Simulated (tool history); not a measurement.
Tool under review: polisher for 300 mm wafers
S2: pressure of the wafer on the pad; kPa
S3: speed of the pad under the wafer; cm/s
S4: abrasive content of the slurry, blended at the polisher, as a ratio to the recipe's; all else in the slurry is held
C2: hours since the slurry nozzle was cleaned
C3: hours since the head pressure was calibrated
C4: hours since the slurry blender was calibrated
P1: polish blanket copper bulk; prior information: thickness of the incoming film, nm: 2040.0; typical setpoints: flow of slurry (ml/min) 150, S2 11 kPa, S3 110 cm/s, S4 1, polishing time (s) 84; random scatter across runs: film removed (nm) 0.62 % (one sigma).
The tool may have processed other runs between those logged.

run 1 hour=13.2 | flow_of_slurry_(ml/min)=150 S2=11 S3=110 S4=1 polishing_time_(s)=84 | wafers_polished_on_this_pad=393 C2=86.4 C3=698.4 C4=63.3 | film_removed_(nm)=371.7
run 2 hour=30.4 | flow_of_slurry_(ml/min)=150 S2=11 S3=110 S4=1 polishing_time_(s)=84 | wafers_polished_on_this_pad=500 C2=103.6 C3=715.6 C4=80.5 | film_removed_(nm)=378.76
run 3 hour=42.8 | flow_of_slurry_(ml/min)=150 S2=6.2 S3=110 S4=1 polishing_time_(s)=84 | wafers_polished_on_this_pad=578 C2=116 C3=728 C4=92.9 | film_removed_(nm)=211.92
run 4 hour=55.3 | flow_of_slurry_(ml/min)=90 S2=11 S3=110 S4=1 polishing_time_(s)=84 | wafers_polished_on_this_pad=656 C2=128.5 C3=740.5 C4=105.4 | film_removed_(nm)=337.65
run 5 hour=65.7 | flow_of_slurry_(ml/min)=150 S2=11 S3=110 S4=1.2 polishing_time_(s)=59 | wafers_polished_on_this_pad=722 C2=138.9 C3=750.9 C4=115.8 | film_removed_(nm)=275.26
run 6 hour=77.9 | flow_of_slurry_(ml/min)=150 S2=11 S3=110 S4=1 polishing_time_(s)=84 | wafers_polished_on_this_pad=798 C2=151.1 C3=763.1 C4=128 | film_removed_(nm)=376.19
run 7 hour=87.3 | flow_of_slurry_(ml/min)=150 S2=11 S3=110 S4=1 polishing_time_(s)=84 | wafers_polished_on_this_pad=857 C2=160.5 C3=772.5 C4=137.4 | film_removed_(nm)=376.1
run 8 hour=97.9 | flow_of_slurry_(ml/min)=150 S2=11 S3=110 S4=0.65 polishing_time_(s)=84 | wafers_polished_on_this_pad=923 C2=171.1 C3=783.1 C4=148 | film_removed_(nm)=341.58
run 9 hour=111.7 | flow_of_slurry_(ml/min)=150 S2=11 S3=110 S4=1 polishing_time_(s)=105 | wafers_polished_on_this_pad=1010 C2=184.9 C3=796.9 C4=161.8 | film_removed_(nm)=473.43
run 10 hour=120.9 | flow_of_slurry_(ml/min)=150 S2=11 S3=110 S4=1 polishing_time_(s)=84 | wafers_polished_on_this_pad=1067 C2=194.1 C3=806.1 C4=171 | film_removed_(nm)=373.6
run 11 hour=134.7 | flow_of_slurry_(ml/min)=150 S2=11 S3=64 S4=1 polishing_time_(s)=84 | wafers_polished_on_this_pad=1154 C2=207.9 C3=819.9 C4=184.8 | film_removed_(nm)=217.59
run 12 hour=149.8 | flow_of_slurry_(ml/min)=195 S2=11 S3=110 S4=1 polishing_time_(s)=84 | wafers_polished_on_this_pad=1248 C2=223 C3=835 C4=199.9 | film_removed_(nm)=393.68
run 13 hour=160.4 | flow_of_slurry_(ml/min)=150 S2=11 S3=110 S4=1.4 polishing_time_(s)=84 | wafers_polished_on_this_pad=1315 C2=233.6 C3=845.6 C4=210.5 | film_removed_(nm)=407.16
run 14 hour=170.4 | flow_of_slurry_(ml/min)=150 S2=11 S3=148 S4=1 polishing_time_(s)=84 | wafers_polished_on_this_pad=1377 C2=243.6 C3=855.6 C4=220.5 | film_removed_(nm)=505.88
run 15 hour=182 | flow_of_slurry_(ml/min)=150 S2=11 S3=110 S4=1 polishing_time_(s)=84 | wafers_polished_on_this_pad=1450 C2=255.2 C3=867.2 C4=232.1 | film_removed_(nm)=376.34
run 16 hour=195.2 | flow_of_slurry_(ml/min)=150 S2=17.9 S3=110 S4=1 polishing_time_(s)=84 | wafers_polished_on_this_pad=1533 C2=268.4 C3=880.4 C4=245.3 | film_removed_(nm)=610.2
run 17 hour=210 | flow_of_slurry_(ml/min)=150 S2=11 S3=110 S4=1 polishing_time_(s)=56 | wafers_polished_on_this_pad=1625 C2=283.2 C3=895.2 C4=260.1 | film_removed_(nm)=252.53
run 18 hour=221.6 | flow_of_slurry_(ml/min)=150 S2=11 S3=110 S4=1 polishing_time_(s)=84 | wafers_polished_on_this_pad=1698 C2=294.8 C3=906.8 C4=271.7 | film_removed_(nm)=374.51
run 19 hour=236 | flow_of_slurry_(ml/min)=150 S2=11 S3=110 S4=1 polishing_time_(s)=84 | wafers_polished_on_this_pad=1788 C2=309.2 C3=921.2 C4=286.1 | film_removed_(nm)=355.49
run 20 hour=248.9 | flow_of_slurry_(ml/min)=150 S2=11 S3=110 S4=1 polishing_time_(s)=84 | wafers_polished_on_this_pad=1869 C2=322.1 C3=934.1 C4=299 | film_removed_(nm)=345.35
run 21 hour=261.2 | flow_of_slurry_(ml/min)=150 S2=11 S3=110 S4=1 polishing_time_(s)=84 | wafers_polished_on_this_pad=1946 C2=334.4 C3=946.4 C4=311.3 | film_removed_(nm)=345.23
run 22 hour=269.7 | flow_of_slurry_(ml/min)=150 S2=11 S3=110 S4=1 polishing_time_(s)=84 | wafers_polished_on_this_pad=1999 C2=342.9 C3=954.9 C4=319.8 | film_removed_(nm)=341.66
-- hour=269.8 slurry blender recalibrated
-- hour=276.4 worn pad replaced by a new one
run 23 hour=285.4 | flow_of_slurry_(ml/min)=150 S2=11 S3=110 S4=1 polishing_time_(s)=84 | wafers_polished_on_this_pad=56 C2=358.6 C3=970.6 C4=15.6 | film_removed_(nm)=336.58
run 24 hour=296.9 | flow_of_slurry_(ml/min)=150 S2=11 S3=110 S4=1 polishing_time_(s)=84 | wafers_polished_on_this_pad=128 C2=370.1 C3=982.1 C4=27.1 | film_removed_(nm)=338.1

P1 has crept away from where it was. The log is fitted equally well by each of these 2 causes, at the sizes shown:
A: slurry flow missing at the pad, % = 39
B: head's pressure below its setpoint, % = 10.3
Onset of the creep was near hour 221.6.
Excluded causes, each with its reason:
removal rate lost through wear of the pad, %: its service at hour 276.4 followed the start of the drift and did not put the process back to its old value
abrasive missing from the slurry, %: its service at hour 269.8 followed the start of the drift and did not put the process back to its old value

Question marks stand in for the results of the 4 check runs listed below, each run on one wafer. Under which run would the listed causes show clearly different results?
run check 1 hour=308.4 | flow_of_slurry_(ml/min)=150 S2=11 S3=64 S4=1 polishing_time_(s)=62 | film_removed_(nm)=?
run check 2 hour=308.4 | flow_of_slurry_(ml/min)=150 S2=11 S3=84 S4=0.8 polishing_time_(s)=84 | film_removed_(nm)=?
run check 3 hour=308.4 | flow_of_slurry_(ml/min)=150 S2=11 S3=110 S4=0.65 polishing_time_(s)=84 | film_removed_(nm)=?
run check 4 hour=308.4 | flow_of_slurry_(ml/min)=95 S2=15.2 S3=110 S4=1 polishing_time_(s)=84 | film_removed_(nm)=?

What each check would give under each cause:
check=check_1 result=film_removed_(nm) if_A=145.36 if_B=145.3
check=check_2 result=film_removed_(nm) if_A=246.57 if_B=246.47
check=check_3 result=film_removed_(nm) if_A=309.38 if_B=309.26
check=check_4 result=film_removed_(nm) if_A=400.15 if_B=421.67
Distance between the nearest two causes, measured in the result of the check that separates them most: check 1 0.04 %; check 2 0.04 %; check 3 0.04 %; check 4 5.24 %
Check 4 tells the causes apart: in the others they would give nearly the same result.

With check 4 done, the readings were: film removed (nm) 427.92. Identify which of the listed causes applies.

The cause is B: head's pressure below its setpoint, %.
